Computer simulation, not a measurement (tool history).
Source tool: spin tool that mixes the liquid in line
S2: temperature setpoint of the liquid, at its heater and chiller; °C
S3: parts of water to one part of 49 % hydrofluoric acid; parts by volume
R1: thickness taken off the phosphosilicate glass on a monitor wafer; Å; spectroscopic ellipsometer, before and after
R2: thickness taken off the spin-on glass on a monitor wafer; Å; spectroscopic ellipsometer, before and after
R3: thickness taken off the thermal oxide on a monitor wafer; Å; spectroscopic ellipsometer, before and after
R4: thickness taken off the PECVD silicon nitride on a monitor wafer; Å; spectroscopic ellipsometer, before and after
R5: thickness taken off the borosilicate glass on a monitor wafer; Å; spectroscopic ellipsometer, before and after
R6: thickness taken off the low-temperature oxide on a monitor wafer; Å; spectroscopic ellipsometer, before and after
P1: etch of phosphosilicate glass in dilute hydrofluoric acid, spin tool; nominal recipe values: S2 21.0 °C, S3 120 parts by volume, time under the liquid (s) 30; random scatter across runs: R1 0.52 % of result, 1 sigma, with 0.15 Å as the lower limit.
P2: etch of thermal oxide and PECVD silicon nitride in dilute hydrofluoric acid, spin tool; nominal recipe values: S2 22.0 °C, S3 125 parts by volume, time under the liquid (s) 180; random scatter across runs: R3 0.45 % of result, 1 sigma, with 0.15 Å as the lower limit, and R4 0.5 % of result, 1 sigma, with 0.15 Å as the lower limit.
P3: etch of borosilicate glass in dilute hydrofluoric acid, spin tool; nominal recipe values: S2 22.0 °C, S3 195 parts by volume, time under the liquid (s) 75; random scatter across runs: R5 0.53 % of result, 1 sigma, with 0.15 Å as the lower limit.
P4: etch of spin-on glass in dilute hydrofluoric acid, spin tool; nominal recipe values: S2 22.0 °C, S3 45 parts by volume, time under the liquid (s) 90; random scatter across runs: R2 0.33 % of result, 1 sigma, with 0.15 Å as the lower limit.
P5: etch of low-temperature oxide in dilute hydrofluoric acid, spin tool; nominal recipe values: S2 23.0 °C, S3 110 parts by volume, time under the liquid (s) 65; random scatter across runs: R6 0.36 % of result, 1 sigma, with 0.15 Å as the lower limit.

{"run": 1, "hour": 6.8, "process that ran": "P1", "S2": 21.0, "S3": 120, "time under the liquid (s)": 30, "R1": 309.3}
{"run": 2, "hour": 15.6, "process that ran": "P4", "S2": 22.0, "S3": 45, "time under the liquid (s)": 160, "R2": 858.51}
{"run": 3, "hour": 27.0, "process that ran": "P1", "S2": 21.0, "S3": 120, "time under the liquid (s)": 50, "R1": 513.86}
{"run": 4, "hour": 40.6, "process that ran": "P2", "S2": 22.0, "S3": 125, "time under the liquid (s)": 325, "R3": 111.5, "R4": 105.81}
{"run": 5, "hour": 53.6, "process that ran": "P1", "S2": 21.0, "S3": 120, "time under the liquid (s)": 30, "R1": 309.61}
{"run": 6, "hour": 65.0, "process that ran": "P1", "S2": 21.0, "S3": 205, "time under the liquid (s)": 15, "R1": 81.861}
{"run": 7, "hour": 73.4, "process that ran": "P3", "S2": 22.0, "S3": 195, "time under the liquid (s)": 110, "R5": 167.12}
{"run": 8, "hour": 80.8, "process that ran": "P5", "S2": 23.0, "S3": 110, "time under the liquid (s)": 65, "R6": 84.891}
{"run": 9, "hour": 89.1, "process that ran": "P4", "S2": 29.0, "S3": 45, "time under the liquid (s)": 90, "R2": 644.61}
{"run": 10, "hour": 101.3, "process that ran": "P2", "S2": 22.0, "S3": 185, "time under the liquid (s)": 180, "R3": 38.705, "R4": 40.026}
{"run": 11, "hour": 107.4, "process that ran": "P4", "S2": 22.0, "S3": 75, "time under the liquid (s)": 90, "R2": 278.75}
{"run": 12, "hour": 114.6, "process that ran": "P5", "S2": 23.0, "S3": 25, "time under the liquid (s)": 65, "R6": 413.72}
{"run": 13, "hour": 123.4, "process that ran": "P1", "S2": 21.0, "S3": 120, "time under the liquid (s)": 15, "R1": 153.64}
{"run": 14, "hour": 132.3, "process that ran": "P1", "S2": 21.0, "S3": 35, "time under the liquid (s)": 30, "R1": 1170.9}
{"run": 15, "hour": 144.3, "process that ran": "P3", "S2": 29.0, "S3": 195, "time under the liquid (s)": 75, "R5": 145.34}
{"run": 16, "hour": 151.5, "process that ran": "P2", "S2": 22.0, "S3": 125, "time under the liquid (s)": 180, "R3": 61.144, "R4": 58.993}
{"run": 17, "hour": 162.4, "process that ran": "P5", "S2": 23.0, "S3": 110, "time under the liquid (s)": 65, "R6": 84.83}
{"run": 18, "hour": 169.0, "process that ran": "P4", "S2": 22.0, "S3": 45, "time under the liquid (s)": 90, "R2": 484.35}
{"run": 19, "hour": 179.2, "process that ran": "P1", "S2": 21.0, "S3": 120, "time under the liquid (s)": 30, "R1": 310.16}
{"run": 20, "hour": 191.6, "process that ran": "P1", "S2": 17.0, "S3": 120, "time under the liquid (s)": 30, "R1": 262.07}
{"run": 21, "hour": 203.3, "process that ran": "P1", "S2": 25.5, "S3": 120, "time under the liquid (s)": 30, "R1": 365.2}

Expected results for the next run?
{"run": 22, "hour": 216.7, "process that ran": "P1", "S2": 21.0, "S3": 120, "time under the liquid (s)": 30, "R1": "?"}

{"run 22": {"R1": 307.75}}
